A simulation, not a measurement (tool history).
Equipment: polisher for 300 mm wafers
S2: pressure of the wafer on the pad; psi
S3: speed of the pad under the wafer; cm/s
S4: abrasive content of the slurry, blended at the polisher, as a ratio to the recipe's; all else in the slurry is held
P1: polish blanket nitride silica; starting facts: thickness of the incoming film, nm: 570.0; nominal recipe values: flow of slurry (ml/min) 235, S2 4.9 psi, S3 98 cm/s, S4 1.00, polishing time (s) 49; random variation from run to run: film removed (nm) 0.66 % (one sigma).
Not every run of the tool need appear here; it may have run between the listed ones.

run 1 hour=3.2 | flow_of_slurry_(ml/min)=235 S2=4.9 S3=98 S4=1.00 polishing_time_(s)=49 | film_removed_(nm)=37.812
run 2 hour=5.4 | flow_of_slurry_(ml/min)=300 S2=4.9 S3=98 S4=1.00 polishing_time_(s)=49 | film_removed_(nm)=38.238
run 3 hour=9.7 | flow_of_slurry_(ml/min)=235 S2=2.9 S3=98 S4=1.00 polishing_time_(s)=49 | film_removed_(nm)=22.346
run 4 hour=12.5 | flow_of_slurry_(ml/min)=235 S2=4.9 S3=50 S4=0.55 polishing_time_(s)=49 | film_removed_(nm)=15.968
-- hour=14.6 conditioning disc replaced and pad reconditioned
run 5 hour=14.7 | flow_of_slurry_(ml/min)=165 S2=4.9 S3=98 S4=1.00 polishing_time_(s)=49 | film_removed_(nm)=35.635
run 6 hour=16.6 | flow_of_slurry_(ml/min)=235 S2=4.9 S3=98 S4=0.75 polishing_time_(s)=49 | film_removed_(nm)=32.536
run 7 hour=20.0 | flow_of_slurry_(ml/min)=235 S2=4.9 S3=98 S4=1.00 polishing_time_(s)=49 | film_removed_(nm)=37.808
-- hour=20.3 slurry blender recalibrated
run 8 hour=22.8 | flow_of_slurry_(ml/min)=235 S2=4.9 S3=98 S4=1.00 polishing_time_(s)=49 | film_removed_(nm)=37.540
run 9 hour=24.8 | flow_of_slurry_(ml/min)=235 S2=4.9 S3=152 S4=1.00 polishing_time_(s)=49 | film_removed_(nm)=53.372
run 10 hour=28.2 | flow_of_slurry_(ml/min)=235 S2=4.9 S3=98 S4=1.00 polishing_time_(s)=49 | film_removed_(nm)=37.292
run 11 hour=31.5 | flow_of_slurry_(ml/min)=235 S2=4.9 S3=98 S4=1.00 polishing_time_(s)=49 | film_removed_(nm)=37.633
run 12 hour=33.5 | flow_of_slurry_(ml/min)=235 S2=7.7 S3=98 S4=1.00 polishing_time_(s)=49 | film_removed_(nm)=58.475
run 13 hour=35.7 | flow_of_slurry_(ml/min)=235 S2=4.9 S3=60 S4=1.00 polishing_time_(s)=49 | film_removed_(nm)=25.440
run 14 hour=38.0 | flow_of_slurry_(ml/min)=235 S2=4.9 S3=98 S4=1.45 polishing_time_(s)=49 | film_removed_(nm)=43.713
run 15 hour=41.4 | flow_of_slurry_(ml/min)=235 S2=4.9 S3=98 S4=1.00 polishing_time_(s)=24 | film_removed_(nm)=18.285
run 16 hour=45.1 | flow_of_slurry_(ml/min)=235 S2=4.9 S3=98 S4=1.00 polishing_time_(s)=64 | film_removed_(nm)=48.771

What does the tool deliver on the next run?
run 17 hour=49.0 | flow_of_slurry_(ml/min)=235 S2=4.9 S3=98 S4=1.00 polishing_time_(s)=49 | film_removed_(nm)=?

film removed (nm): 37.608

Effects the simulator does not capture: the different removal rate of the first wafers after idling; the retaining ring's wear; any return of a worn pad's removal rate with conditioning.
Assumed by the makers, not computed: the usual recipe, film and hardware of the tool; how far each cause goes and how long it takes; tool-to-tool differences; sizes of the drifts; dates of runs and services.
